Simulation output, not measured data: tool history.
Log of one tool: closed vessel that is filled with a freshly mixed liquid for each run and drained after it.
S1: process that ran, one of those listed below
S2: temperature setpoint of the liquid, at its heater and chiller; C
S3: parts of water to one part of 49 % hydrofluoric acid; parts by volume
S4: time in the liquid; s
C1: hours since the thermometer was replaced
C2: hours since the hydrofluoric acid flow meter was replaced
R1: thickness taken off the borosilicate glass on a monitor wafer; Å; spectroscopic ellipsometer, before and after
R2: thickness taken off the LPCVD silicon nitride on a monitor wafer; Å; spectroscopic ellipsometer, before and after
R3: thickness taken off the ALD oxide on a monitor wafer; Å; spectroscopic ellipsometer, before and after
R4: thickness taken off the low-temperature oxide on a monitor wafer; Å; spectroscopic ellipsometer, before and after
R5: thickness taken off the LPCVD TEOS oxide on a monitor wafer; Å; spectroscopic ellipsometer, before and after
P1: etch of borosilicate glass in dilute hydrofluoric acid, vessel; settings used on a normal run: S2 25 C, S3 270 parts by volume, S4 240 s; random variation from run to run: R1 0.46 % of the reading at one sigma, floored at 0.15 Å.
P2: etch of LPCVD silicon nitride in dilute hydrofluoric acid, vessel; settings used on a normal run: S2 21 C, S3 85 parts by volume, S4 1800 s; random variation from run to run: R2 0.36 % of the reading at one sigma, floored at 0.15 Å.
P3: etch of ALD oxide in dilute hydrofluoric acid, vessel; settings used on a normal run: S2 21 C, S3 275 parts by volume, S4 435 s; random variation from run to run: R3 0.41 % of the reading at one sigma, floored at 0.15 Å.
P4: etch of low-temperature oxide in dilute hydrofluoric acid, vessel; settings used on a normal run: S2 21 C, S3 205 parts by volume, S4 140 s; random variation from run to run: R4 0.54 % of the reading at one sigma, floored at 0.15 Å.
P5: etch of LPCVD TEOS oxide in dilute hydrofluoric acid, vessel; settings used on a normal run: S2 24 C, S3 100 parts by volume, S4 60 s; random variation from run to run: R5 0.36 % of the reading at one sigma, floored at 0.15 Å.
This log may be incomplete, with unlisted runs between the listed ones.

run	hour	S1	S2	S3	S4	C1	C2	R1	R2	R3	R4	R5
1	6.8	P1	25	270	240	433.9	245.3	252.66				
2	19.3	P2	21	20	1800	446.4	257.8		331.25			
3	28.2	P1	25	270	485	455.3	266.7	507.63				
4	36.2	P3	21	275	55	463.3	274.7			23.683		
5	45.4	P4	17	205	140	472.5	283.9				160.34	
6	58.4	P5	30	100	60	485.5	296.9					425.96
7	71.6	P2	21	85	2925	498.7	310.1		131.58			
8	83.5	P1	25	270	240	510.6	322	254.96				
9	94	P1	29.5	270	240	521.1	332.5	296.03				
10	106.7	P5	24	165	60	533.8	345.2					190.83
11	114.6	P3	21	275	435	541.7	353.1			186.75		
12	122.1	P2	21	85	1800	549.2	360.6		81.173			
13	129.2	P1	25	270	240	556.3	367.7	250.34				
14	139.6	P1	25	270	30	566.7	378.1	31.52				
15	153.2	P4	21	205	140	580.3	391.7				188.71	
16	166.1	P5	24	100	30	593.2	404.6					169.22
17	176.7	P1	30	270	35	603.8	415.2	43.418				
18	189	P1	25	455	240	616.1	427.5	126.17				
19	199.3	P5	24	100	60	626.4	437.8					339.42
20	207.9	P5	24	100	60	635	446.4					338.69
21	216.2	P3	21	85	435	643.3	454.7			742.83		
22	225.1	P3	21	275	435	652.2	463.6			187.61		
23	235.3	P1	18.5	270	240	662.4	473.8	199.41				
24	245.2	P4	21	50	140	672.3	483.7				915.16	
25	255.1	P1	25	270	240	682.2	493.6	251.7				
26	268.1	P2	17	85	1800	695.2	506.6		61.739			
27	279.8	P3	17	275	435	706.9	518.3			162.34		
28	292.7	P1	25	50	240	719.8	531.2	1776.9				
29	300	P4	21	205	30	727.1	538.5				39.841	
30	309.8	P1	25	270	240	736.9	548.3	253.79				
31	321.8	P1	25	270	240	748.9	560.3	251.79				
32	333.3	P1	25	270	240	760.4	571.8	246.65				
33	342.3	P1	25	270	240	769.4	580.8	241.45				
34	352.6	P1	25	270	240	779.7	591.1	239.14				
35	362.7	P1	25	270	240	789.8	601.2	239.28				

Run 36, settings as shown, results not yet in. Your forecast:
36	375.3	P1	25	270	240	802.4	613.8	?				

{"run 36": {"R1": 236.76}}
